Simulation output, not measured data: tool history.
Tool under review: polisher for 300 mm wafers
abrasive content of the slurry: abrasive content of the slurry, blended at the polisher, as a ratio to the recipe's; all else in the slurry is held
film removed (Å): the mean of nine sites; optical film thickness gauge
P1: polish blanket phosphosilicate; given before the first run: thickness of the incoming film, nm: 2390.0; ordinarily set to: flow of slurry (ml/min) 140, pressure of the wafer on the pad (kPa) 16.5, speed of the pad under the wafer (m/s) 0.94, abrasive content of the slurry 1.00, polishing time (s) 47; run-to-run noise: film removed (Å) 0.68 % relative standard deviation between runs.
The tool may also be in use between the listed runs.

run,hour,flow of slurry (ml/min),pressure of the wafer on the pad (kPa),speed of the pad under the wafer (m/s),abrasive content of the slurry,polishing time (s),wafers polished on this pad,hours since the slurry nozzle was cleaned,hours since the head pressure was calibrated,hours since the slurry blender was calibrated,hours since the conditioning disc was replaced,film removed (Å)
1,7.1,140,16.5,0.94,1.00,47,450,284.8,186.5,267.1,121.1,2639.8
2,17.6,140,16.5,0.46,1.00,47,527,295.3,197.0,277.6,131.6,1495.2
3,24.0,140,16.5,0.94,1.00,47,574,301.7,203.4,284.0,138.0,2652.9
# hour 27.9: head pressure recalibrated
4,33.0,85,16.5,0.94,1.00,47,640,310.7,5.2,293.0,147.0,2387.3
5,43.0,140,16.5,1.40,1.00,47,714,320.7,15.2,303.0,157.0,3652.2
6,55.7,140,16.5,0.94,1.00,47,808,333.4,27.9,315.7,169.7,2639.4
7,62.5,140,16.5,0.94,1.00,47,858,340.2,34.7,322.5,176.5,2650.0
8,69.2,210,16.5,0.94,1.00,47,907,346.9,41.4,329.2,183.2,2842.2
9,82.5,140,16.5,0.94,1.00,26,1005,360.2,54.7,342.5,196.5,1464.2
10,94.7,140,16.5,0.62,1.20,47,1095,372.4,66.9,354.7,208.7,2060.5
11,105.2,140,9.7,0.94,1.00,47,1172,382.9,77.4,365.2,219.2,1547.0
12,111.8,140,16.5,0.94,1.00,47,1221,389.5,84.0,371.8,225.8,2641.6
13,121.2,140,16.5,0.94,1.00,73,1290,398.9,93.4,381.2,235.2,4112.8
14,134.3,140,16.5,0.94,1.00,47,1387,412.0,106.5,394.3,248.3,2628.3
# hour 135.6: slurry nozzle cleaned
15,143.7,140,16.5,0.94,0.55,31,1456,8.2,115.9,403.7,257.7,1270.9
16,151.1,140,21.4,0.94,1.00,47,1510,15.6,123.3,411.1,265.1,3406.6
17,164.4,140,16.5,0.94,0.50,47,1608,28.9,136.6,424.4,278.4,1804.0
18,171.7,140,16.5,0.94,1.30,47,1662,36.2,143.9,431.7,285.7,2988.7
19,185.0,140,16.5,0.94,1.00,47,1760,49.5,157.2,445.0,299.0,2668.7
20,198.1,140,8.3,0.68,1.00,47,1857,62.6,170.3,458.1,312.1,1016.5
21,206.1,140,16.5,0.94,1.00,47,1916,70.6,178.3,466.1,320.1,2635.8
22,213.1,140,16.5,0.94,1.00,47,1967,77.6,185.3,473.1,327.1,2541.3
23,221.4,140,16.5,0.94,1.00,47,2028,85.9,193.6,481.4,335.4,2465.7
24,231.2,140,16.5,0.94,1.00,47,2101,95.7,203.4,491.2,345.2,2380.7

Run 25 has not been measured yet. What should we expect?
# hour 235.9: head pressure recalibrated
25,241.2,140,16.5,0.94,1.00,47,2174,105.7,5.3,501.2,355.2,?

{"run 25": {"film removed (Å)": 2324.3}}
